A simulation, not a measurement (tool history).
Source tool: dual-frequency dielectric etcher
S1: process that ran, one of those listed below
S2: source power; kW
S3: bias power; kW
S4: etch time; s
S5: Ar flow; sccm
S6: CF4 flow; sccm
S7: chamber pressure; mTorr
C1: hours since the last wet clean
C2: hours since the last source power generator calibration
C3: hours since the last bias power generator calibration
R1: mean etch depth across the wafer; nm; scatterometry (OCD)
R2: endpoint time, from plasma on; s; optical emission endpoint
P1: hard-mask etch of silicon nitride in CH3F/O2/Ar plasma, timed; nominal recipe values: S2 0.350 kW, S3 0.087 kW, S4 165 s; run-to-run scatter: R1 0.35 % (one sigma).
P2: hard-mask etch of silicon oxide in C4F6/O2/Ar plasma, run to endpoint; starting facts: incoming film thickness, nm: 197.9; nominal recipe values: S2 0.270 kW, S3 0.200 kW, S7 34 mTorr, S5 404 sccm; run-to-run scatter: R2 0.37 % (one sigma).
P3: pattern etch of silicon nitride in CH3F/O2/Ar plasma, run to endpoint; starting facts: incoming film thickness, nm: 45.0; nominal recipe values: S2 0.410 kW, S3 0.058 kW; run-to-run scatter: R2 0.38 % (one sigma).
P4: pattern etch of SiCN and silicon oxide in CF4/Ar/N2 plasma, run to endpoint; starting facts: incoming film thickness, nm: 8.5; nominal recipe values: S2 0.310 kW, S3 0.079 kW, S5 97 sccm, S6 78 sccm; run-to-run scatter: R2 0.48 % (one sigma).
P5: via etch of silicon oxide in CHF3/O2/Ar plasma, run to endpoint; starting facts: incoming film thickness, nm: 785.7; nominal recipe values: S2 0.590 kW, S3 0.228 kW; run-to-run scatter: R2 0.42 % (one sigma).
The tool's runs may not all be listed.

| run | hour | S1 | S2 | S3 | S4 | S5 | S6 | S7 | C1 | C2 | C3 | R1 | R2 |
|---|---|---|---|---|---|---|---|---|---|---|---|---|---|
| 1 | 9.0 | P1 | 0.350 | 0.087 | 165 |  |  |  | 339.6 | 941.8 | 404.4 | 114.970 |  |
| 2 | 24.7 | P1 | 0.470 | 0.058 | 165 |  |  |  | 355.3 | 957.5 | 420.1 | 112.100 |  |
| 3 | 41.5 | P4 | 0.310 | 0.079 |  | 119 | 78 |  | 372.1 | 974.3 | 436.9 |  | 13.637 |
| 4 | 53.4 | P2 | 0.380 | 0.200 |  | 404 |  | 34 | 384.0 | 986.2 | 448.8 |  | 66.681 |
| 5 | 64.7 | P3 | 0.410 | 0.058 |  |  |  |  | 395.3 | 997.5 | 460.1 |  | 69.797 |
| 6 | 75.4 | P2 | 0.270 | 0.200 |  | 404 |  | 34 | 406.0 | 1008.2 | 470.8 |  | 76.265 |
| 7 | 89.4 | P5 | 0.590 | 0.228 |  |  |  |  | 420.0 | 1022.2 | 484.8 |  | 364.660 |
| 8 | 99.3 | P5 | 0.590 | 0.175 |  |  |  |  | 429.9 | 1032.1 | 494.7 |  | 395.540 |
| 9 | 108.0 | P2 | 0.270 | 0.200 |  | 404 |  | 48 | 438.6 | 1040.8 | 503.4 |  | 78.760 |
| 10 | 118.8 | P1 | 0.350 | 0.087 | 165 |  |  |  | 449.4 | 1051.6 | 514.2 | 114.940 |  |
| 11 | 135.5 | P3 | 0.560 | 0.058 |  |  |  |  | 466.1 | 1068.3 | 530.9 |  | 62.329 |
|  | 136.5 | bias power generator calibrated |
| 12 | 146.5 | P2 | 0.270 | 0.279 |  | 404 |  | 34 | 477.1 | 1079.3 | 10.0 |  | 67.623 |
| 13 | 161.0 | P1 | 0.350 | 0.087 | 165 |  |  |  | 491.6 | 1093.8 | 24.5 | 114.550 |  |
| 14 | 176.6 | P1 | 0.350 | 0.087 | 106 |  |  |  | 507.2 | 1109.4 | 40.1 | 74.349 |  |
| 15 | 190.0 | P4 | 0.310 | 0.079 |  | 97 | 78 |  | 520.6 | 1122.8 | 53.5 |  | 13.179 |
| 16 | 201.1 | P1 | 0.350 | 0.087 | 209 |  |  |  | 531.7 | 1133.9 | 64.6 | 146.590 |  |
| 17 | 210.4 | P2 | 0.270 | 0.200 |  | 295 |  | 34 | 541.0 | 1143.2 | 73.9 |  | 73.914 |
| 18 | 227.6 | P1 | 0.350 | 0.061 | 200 |  |  |  | 558.2 | 1160.4 | 91.1 | 123.150 |  |
| 19 | 236.2 | P1 | 0.460 | 0.087 | 222 |  |  |  | 566.8 | 1169.0 | 99.7 | 171.880 |  |
| 20 | 247.0 | P1 | 0.350 | 0.087 | 165 |  |  |  | 577.6 | 1179.8 | 110.5 | 114.910 |  |
| 21 | 255.4 | P5 | 0.700 | 0.228 |  |  |  |  | 586.0 | 1188.2 | 118.9 |  | 343.420 |
| 22 | 268.0 | P3 | 0.410 | 0.036 |  |  |  |  | 598.6 | 1200.8 | 131.5 |  | 81.253 |
| 23 | 280.4 | P4 | 0.180 | 0.079 |  | 97 | 78 |  | 611.0 | 1213.2 | 143.9 |  | 21.318 |
| 24 | 294.2 | P1 | 0.350 | 0.053 | 165 |  |  |  | 624.8 | 1227.0 | 157.7 | 97.234 |  |
| 25 | 305.8 | P1 | 0.350 | 0.087 | 165 |  |  |  | 636.4 | 1238.6 | 169.3 | 114.480 |  |
| 26 | 322.6 | P3 | 0.410 | 0.058 |  |  |  |  | 653.2 | 1255.4 | 186.1 |  | 69.878 |
| 27 | 333.8 | P4 | 0.310 | 0.079 |  | 97 | 78 |  | 664.4 | 1266.6 | 197.3 |  | 13.352 |
| 28 | 344.1 | P1 | 0.420 | 0.087 | 165 |  |  |  | 674.7 | 1276.9 | 207.6 | 122.580 |  |
| 29 | 359.0 | P4 | 0.310 | 0.093 |  | 97 | 78 |  | 689.6 | 1291.8 | 222.5 |  | 12.495 |
| 30 | 370.9 | P1 | 0.270 | 0.087 | 165 |  |  |  | 701.5 | 1303.7 | 234.4 | 104.640 |  |
| 31 | 378.5 | P4 | 0.310 | 0.079 |  | 97 | 94 |  | 709.1 | 1311.3 | 242.0 |  | 12.889 |
| 32 | 393.1 | P1 | 0.350 | 0.120 | 165 |  |  |  | 723.7 | 1325.9 | 256.6 | 129.450 |  |
| 33 | 401.2 | P1 | 0.350 | 0.087 | 165 |  |  |  | 731.8 | 1334.0 | 264.7 | 115.770 |  |
| 34 | 414.3 | P1 | 0.350 | 0.087 | 165 |  |  |  | 744.9 | 1347.1 | 277.8 | 113.850 |  |
| 35 | 421.7 | P1 | 0.350 | 0.087 | 165 |  |  |  | 752.3 | 1354.5 | 285.2 | 113.720 |  |
| 36 | 436.2 | P1 | 0.350 | 0.087 | 165 |  |  |  | 766.8 | 1369.0 | 299.7 | 113.250 |  |
| 37 | 447.4 | P1 | 0.350 | 0.087 | 165 |  |  |  | 778.0 | 1380.2 | 310.9 | 113.420 |  |
| 38 | 463.6 | P1 | 0.350 | 0.087 | 165 |  |  |  | 794.2 | 1396.4 | 327.1 | 113.570 |  |
|  | 472.0 | wet clean of the chamber |
| 39 | 480.4 | P1 | 0.350 | 0.087 | 165 |  |  |  | 8.5 | 1413.2 | 343.9 | 112.210 |  |
| 40 | 490.5 | P1 | 0.350 | 0.087 | 165 |  |  |  | 18.6 | 1423.3 | 354.0 | 113.040 |  |
| 41 | 501.0 | P1 | 0.350 | 0.087 | 165 |  |  |  | 29.1 | 1433.8 | 364.5 | 112.950 |  |
| 42 | 514.6 | P1 | 0.350 | 0.087 | 165 |  |  |  | 42.7 | 1447.4 | 378.1 | 112.710 |  |

P1 no longer gives what it gave before; its output has crept away from where it was. The following 2 causes, each at its listed size, fit the log equally well:
A: bias power that arrives under what is set, % = 4.74
B: source power that arrives under what is set, % = 4.56
The onset of the drift is placed at about hour 401.2.
Excluded causes, each with its reason:
chamber walls in a state that lowers the etch rate, %: serviced at hour 472.0, which brought nothing back

4 check runs are offered, each on 3 wafers whose results are averaged, their results left as question marks. Which one tells the causes apart?
| check 1 | 528.2 | P3 | 0.550 | 0.058 |  |  |  |  |  |  |  |  | ? |
| check 2 | 528.2 | P4 | 0.190 | 0.079 |  | 97 | 78 |  |  |  |  |  | ? |
| check 3 | 528.2 | P5 | 0.590 | 0.190 |  |  |  |  |  |  |  |  | ? |
| check 4 | 528.2 | P2 | 0.360 | 0.200 |  | 404 |  | 34 |  |  |  |  | ? |

Expected result of each check under each candidate cause:
| check | result | if A | if B |
|---|---|---|---|
| check 1 | R2 | 63.398 | 63.580 |
| check 2 | R2 | 20.706 | 21.199 |
| check 3 | R2 | 393.940 | 394.470 |
| check 4 | R2 | 69.353 | 69.512 |
Per-check spread between the two closest causes, in the result where they differ most: check 1 0.29 %; check 2 2.36 %; check 3 0.13 %; check 4 0.23 %
The other checks would show nearly matching results whichever cause is true, so check 2 is the only one that separates the causes.

Then check 2 was run and gave: R2 20.778 s. Which cause is it?

It was cause A: bias power that arrives under what is set, %.
